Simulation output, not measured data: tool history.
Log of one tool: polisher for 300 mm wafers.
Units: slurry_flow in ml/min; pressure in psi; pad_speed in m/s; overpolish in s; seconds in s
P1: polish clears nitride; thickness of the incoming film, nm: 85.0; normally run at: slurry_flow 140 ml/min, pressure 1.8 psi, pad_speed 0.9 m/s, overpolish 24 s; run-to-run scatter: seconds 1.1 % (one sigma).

{"run": 1, "day": 0.317, "slurry_flow": 140, "pressure": 1.8, "pad_speed": 0.9, "overpolish": 24, "seconds": 140.52}
{"run": 2, "day": 0.758, "slurry_flow": 140, "pressure": 1.8, "pad_speed": 0.9, "overpolish": 24, "seconds": 138.15}
{"run": 3, "day": 1.0, "slurry_flow": 190, "pressure": 1.8, "pad_speed": 0.9, "overpolish": 24, "seconds": 131.03}
{"run": 4, "day": 1.462, "slurry_flow": 85, "pressure": 1.8, "pad_speed": 0.9, "overpolish": 24, "seconds": 155.37}
{"run": 5, "day": 1.946, "slurry_flow": 140, "pressure": 2.7, "pad_speed": 0.9, "overpolish": 24, "seconds": 94.119}
{"run": 6, "day": 2.296, "slurry_flow": 140, "pressure": 1.8, "pad_speed": 0.9, "overpolish": 24, "seconds": 137.52}
{"run": 7, "day": 2.654, "slurry_flow": 185, "pressure": 1.8, "pad_speed": 1.14, "overpolish": 24, "seconds": 105.23}
{"run": 8, "day": 2.9, "slurry_flow": 140, "pressure": 1.8, "pad_speed": 0.9, "overpolish": 24, "seconds": 137.86}
{"run": 9, "day": 3.329, "slurry_flow": 140, "pressure": 1.8, "pad_speed": 0.9, "overpolish": 7, "seconds": 139.02}
{"run": 10, "day": 3.667, "slurry_flow": 140, "pressure": 1.8, "pad_speed": 1.44, "overpolish": 24, "seconds": 87.297}
{"run": 11, "day": 3.904, "slurry_flow": 140, "pressure": 1.8, "pad_speed": 0.9, "overpolish": 24, "seconds": 139.24}
{"run": 12, "day": 4.292, "slurry_flow": 140, "pressure": 1.8, "pad_speed": 0.9, "overpolish": 24, "seconds": 141.19}
{"run": 13, "day": 4.6, "slurry_flow": 140, "pressure": 1.8, "pad_speed": 0.9, "overpolish": 47, "seconds": 137.88}
{"run": 14, "day": 4.867, "slurry_flow": 140, "pressure": 1.8, "pad_speed": 0.44, "overpolish": 24, "seconds": 280.91}
{"run": 15, "day": 5.321, "slurry_flow": 140, "pressure": 0.9, "pad_speed": 0.9, "overpolish": 24, "seconds": 280.51}
{"run": 16, "day": 5.667, "slurry_flow": 140, "pressure": 1.8, "pad_speed": 0.9, "overpolish": 24, "seconds": 137.41}
{"run": 17, "day": 6.012, "slurry_flow": 140, "pressure": 1.8, "pad_speed": 0.9, "overpolish": 24, "seconds": 142.36}
{"run": 18, "day": 6.542, "slurry_flow": 140, "pressure": 1.8, "pad_speed": 0.9, "overpolish": 24, "seconds": 148.4}
{"run": 19, "day": 6.933, "slurry_flow": 140, "pressure": 1.8, "pad_speed": 0.9, "overpolish": 24, "seconds": 150.46}
{"run": 20, "day": 7.167, "slurry_flow": 140, "pressure": 1.8, "pad_speed": 0.9, "overpolish": 24, "seconds": 150.31}
{"run": 21, "day": 7.638, "slurry_flow": 140, "pressure": 1.8, "pad_speed": 0.9, "overpolish": 24, "seconds": 153.72}
{"run": 22, "day": 8.142, "slurry_flow": 140, "pressure": 1.8, "pad_speed": 0.9, "overpolish": 24, "seconds": 153.64}
{"day": 8.221, "done": "head pressure recalibrated"}
{"run": 23, "day": 8.554, "slurry_flow": 140, "pressure": 1.8, "pad_speed": 0.9, "overpolish": 24, "seconds": 151.96}
{"run": 24, "day": 8.954, "slurry_flow": 140, "pressure": 1.8, "pad_speed": 0.9, "overpolish": 24, "seconds": 153.93}
{"run": 25, "day": 9.317, "slurry_flow": 140, "pressure": 1.8, "pad_speed": 0.9, "overpolish": 24, "seconds": 155.09}

What P1 gives has crept away from where it was. These 2 causes fit the log equally well, each at the size given:
A: removal rate lost through wear of the pad, % = 10.3
B: slurry flow missing at the pad, % = 37.9
The creep began at about day 5.667.
Why every other cause is out:
head's pressure below its setpoint, %: serviced at day 8.221, which brought nothing back

4 check runs are offered, each on 3 wafers whose results are averaged, their results left as question marks. Which one tells the causes apart?
{"run": "check 1", "day": 9.679, "slurry_flow": 140, "pressure": 2.6, "pad_speed": 1.26, "overpolish": 24, "seconds": "?"}
{"run": "check 2", "day": 9.679, "slurry_flow": 90, "pressure": 1, "pad_speed": 0.9, "overpolish": 24, "seconds": "?"}
{"run": "check 3", "day": 9.679, "slurry_flow": 140, "pressure": 1, "pad_speed": 0.9, "overpolish": 41, "seconds": "?"}
{"run": "check 4", "day": 9.679, "slurry_flow": 140, "pressure": 1.8, "pad_speed": 1.26, "overpolish": 44, "seconds": "?"}

What each check would give under each cause:
check=check_1 result=seconds if_A=76.212 if_B=76.21
check=check_2 result=seconds if_A=306.33 if_B=322.17
check=check_3 result=seconds if_A=277.41 if_B=277.4
check=check_4 result=seconds if_A=110.08 if_B=110.08
How far apart the two closest causes lie, in the result that separates them most: check 1 0 %; check 2 5.04 %; check 3 0 %; check 4 0 %
Only check 2 tells the causes apart: in the others they would give nearly the same result.

Check 2 was then run and gave: seconds 321.74 s. Which cause is it?

It is B: slurry flow missing at the pad, %.

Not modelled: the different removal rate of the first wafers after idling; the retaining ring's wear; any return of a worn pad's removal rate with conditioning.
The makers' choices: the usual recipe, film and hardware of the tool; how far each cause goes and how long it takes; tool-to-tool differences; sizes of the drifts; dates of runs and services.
